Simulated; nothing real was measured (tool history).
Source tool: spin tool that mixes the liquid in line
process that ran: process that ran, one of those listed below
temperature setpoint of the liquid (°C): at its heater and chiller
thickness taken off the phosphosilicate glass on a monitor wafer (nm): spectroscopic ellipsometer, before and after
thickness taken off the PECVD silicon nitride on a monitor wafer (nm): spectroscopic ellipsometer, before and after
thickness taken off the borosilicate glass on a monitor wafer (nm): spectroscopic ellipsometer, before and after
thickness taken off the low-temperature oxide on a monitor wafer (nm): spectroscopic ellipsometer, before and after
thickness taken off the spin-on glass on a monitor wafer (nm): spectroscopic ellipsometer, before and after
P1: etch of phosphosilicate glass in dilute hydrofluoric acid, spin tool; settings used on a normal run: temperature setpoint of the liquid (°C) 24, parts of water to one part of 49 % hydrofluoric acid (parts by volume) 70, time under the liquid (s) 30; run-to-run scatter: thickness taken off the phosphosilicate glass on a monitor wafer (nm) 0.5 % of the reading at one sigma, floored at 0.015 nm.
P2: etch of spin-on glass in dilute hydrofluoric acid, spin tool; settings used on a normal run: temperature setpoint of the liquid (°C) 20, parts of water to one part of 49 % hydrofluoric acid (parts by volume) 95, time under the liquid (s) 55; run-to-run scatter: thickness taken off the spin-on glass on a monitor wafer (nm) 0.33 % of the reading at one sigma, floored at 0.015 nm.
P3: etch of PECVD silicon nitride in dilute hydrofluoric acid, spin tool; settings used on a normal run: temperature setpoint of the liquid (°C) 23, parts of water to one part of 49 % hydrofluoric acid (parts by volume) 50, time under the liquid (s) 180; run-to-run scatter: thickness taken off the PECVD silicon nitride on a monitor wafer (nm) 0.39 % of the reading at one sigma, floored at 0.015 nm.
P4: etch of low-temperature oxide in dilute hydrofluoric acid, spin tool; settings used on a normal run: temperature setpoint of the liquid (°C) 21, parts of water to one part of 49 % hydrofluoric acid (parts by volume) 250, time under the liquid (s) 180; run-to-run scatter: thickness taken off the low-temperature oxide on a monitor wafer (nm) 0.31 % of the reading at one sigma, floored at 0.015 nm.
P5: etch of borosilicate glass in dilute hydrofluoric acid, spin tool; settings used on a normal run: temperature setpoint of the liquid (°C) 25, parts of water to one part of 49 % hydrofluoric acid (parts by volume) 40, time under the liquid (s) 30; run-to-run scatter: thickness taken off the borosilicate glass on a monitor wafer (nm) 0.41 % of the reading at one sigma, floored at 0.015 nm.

run     day  process that ran  temperature setpoint of the liquid (°C)  parts of water to one part of 49 % hydrofluoric acid (parts by volume)  time under the liquid (s)  hours since the thermometer was replaced  hours since the hydrofluoric acid flow meter was replaced  thickness taken off the phosphosilicate glass on a monitor wafer (nm)  thickness taken off the PECVD silicon nitride on a monitor wafer (nm)  thickness taken off the borosilicate glass on a monitor wafer (nm)  thickness taken off the low-temperature oxide on a monitor wafer (nm)  thickness taken off the spin-on glass on a monitor wafer (nm)
  1   0.258                P1                                       24                                                                      70                         30                                    1333.6                                                     1391.7                                                                 26.832
  2   0.608                P1                                     29.5                                                                      40                         30                                      1342                                                     1400.1                                                                 62.012
  3   0.921                P3                                       23                                                                      50                        290                                    1349.5                                                     1407.6                                                                                                                                        9.3574
  4    1.35                P5                                       25                                                                      70                         30                                    1359.8                                                     1417.9                                                                                                                                                                                                            17.447
  5   1.654                P5                                       25                                                                      40                         55                                    1367.1                                                     1425.2                                                                                                                                                                                                            58.168
  6   2.004                P4                                       21                                                                     250                        180                                    1375.5                                                     1433.6                                                                                                                                                                                                                                                                                   6.5445
  7   2.496                P3                                       23                                                                      70                        180                                    1387.3                                                     1445.4                                                                                                                                        4.1985
  8   2.917                P2                                       17                                                                      95                         55                                    1397.4                                                     1455.5                                                                                                                                                                                                                                                                                                                                                   14.77
  9   3.175                P3                                       23                                                                      50                        180                                    1403.6                                                     1461.7                                                                                                                                         5.817
 10   3.696                P4                                     26.5                                                                     250                        180                                    1416.1                                                     1474.2                                                                                                                                                                                                                                                                                    7.982
 11   3.996                P1                                       17                                                                      70                         30                                    1423.3                                                     1481.4                                                                 20.263
 12   4.229                P1                                       24                                                                      35                         30                                    1428.9                                                       1487                                                                 57.231
 13   4.496                P5                                       25                                                                      40                         30                                    1435.3                                                     1493.4                                                                                                                                                                                                            31.995
 14   4.904                P5                                       17                                                                      40                         30                                    1445.1                                                     1503.2                                                                                                                                                                                                            22.646
 15   5.242                P1                                       24                                                                      70                         30                                    1453.2                                                     1511.3                                                                  27.28
 16   5.642                P2                                       20                                                                      45                         55                                    1462.8                                                     1520.9                                                                                                                                                                                                                                                                                                                                                  37.665
 17   5.967                P4                                       21                                                                      95                        180                                    1470.6                                                     1528.7                                                                                                                                                                                                                                                                                    20.29
 18   6.254                P2                                       20                                                                      95                         55                                    1477.5                                                     1535.6                                                                                                                                                                                                                                                                                                                                                  16.785
 19   6.554                P4                                       21                                                                     250                         30                                    1484.7                                                     1542.8                                                                                                                                                                                                                                                                                   1.0936
 20   6.833                P1                                       24                                                                      70                         30                                    1491.4                                                     1549.5                                                                  27.31
 21   7.179                P1                                       28                                                                      70                         30                                    1499.7                                                     1557.8                                                                 31.848
 22   7.525                P1                                       24                                                                      70                         30                                      1508                                                     1566.1                                                                 27.152
 23   7.858                P1                                       24                                                                      70                         30                                      1516                                                     1574.1                                                                 27.011
 24   8.138                P5                                       25                                                                      40                         30                                    1522.7                                                     1580.8                                                                                                                                                                                                             32.06
 25   8.617                P1                                       24                                                                      70                         50                                    1534.2                                                     1592.3                                                                 45.266
 26   8.967                P1                                       24                                                                     120                         30                                    1542.6                                                     1600.7                                                                 14.934
 27   9.404                P3                                       28                                                                      50                        180                                    1553.1                                                     1611.2                                                                                                                                        8.1169
 28   9.754                P2                                       20                                                                      95                        110                                    1561.5                                                     1619.6                                                                                                                                                                                                                                                                                                                                                  33.481
 29  10.104                P1                                       24                                                                      70                         15                                    1569.9                                                       1628                                                                 13.436
 30  10.438                P1                                     18.5                                                                      70                         15                                    1577.9                                                       1636                                                                 10.821
 31  10.729                P1                                       24                                                                      70                         30                                    1584.9                                                       1643                                                                 27.198
 32  11.171                P1                                       24                                                                      70                         30                                    1595.5                                                     1653.6                                                                 25.905
 33  11.479                P1                                       24                                                                      70                         30                                    1602.9                                                       1661                                                                 25.647
 34  11.933                P1                                       24                                                                      70                         30                                    1613.8                                                     1671.9                                                                 24.935
 35  12.404                P1                                       24                                                                      70                         30                                    1625.1                                                     1683.2                                                                 25.056
 36  12.704                P1                                       24                                                                      70                         30                                    1632.3                                                     1690.4                                                                 24.844
 37  12.988                P1                                       24                                                                      70                         30                                    1639.1                                                     1697.2                                                                 24.772

What P1 gives has crept away from where it was. These 2 causes fit the log equally well, each at the size given:
A: liquid colder than its thermometer reads (K) = 2.18
B: hydrofluoric acid flow below the setpoint (%) = 7.82
Onset of the creep was near day 10.729.

Each of the 4 check runs below uses one wafer; its results are left as question marks. Which run tells the causes apart?
check 1  13.271                P3                                       23                                                                      65                        180                                                                                                                                                                                                                                                  ?
check 2  13.271                P5                                     17.5                                                                      60                         30                                                                                                                                                                                                                                                                                                                      ?
check 3  13.271                P2                                       17                                                                      95                         85                                                                                                                                                                                                                                                                                                                                                                                                                                                            ?
check 4  13.271                P4                                       21                                                                     250                         50                                                                                                                                                                                                                                                                                                                                                                                             ?

What every check run would give for each of its results, assuming each possible cause in turn:
  check                                                                 result    if A    if B
check 1  thickness taken off the PECVD silicon nitride on a monitor wafer (nm)  3.8795  4.1545
check 2     thickness taken off the borosilicate glass on a monitor wafer (nm)  13.773  13.878
check 3          thickness taken off the spin-on glass on a monitor wafer (nm)  20.873  20.942
check 4  thickness taken off the low-temperature oxide on a monitor wafer (nm)  1.6778  1.6452
Per-check spread between the two closest causes, in the result where they differ most: check 1 6.85 %; check 2 0.76 %; check 3 0.33 %; check 4 1.96 %
Only check 1 tells the causes apart: in the others they would give nearly the same result.

Check 1 was then run and gave: thickness taken off the PECVD silicon nitride on a monitor wafer (nm) 4.1426. Which cause is it?

B is the cause: hydrofluoric acid flow below the setpoint (%).
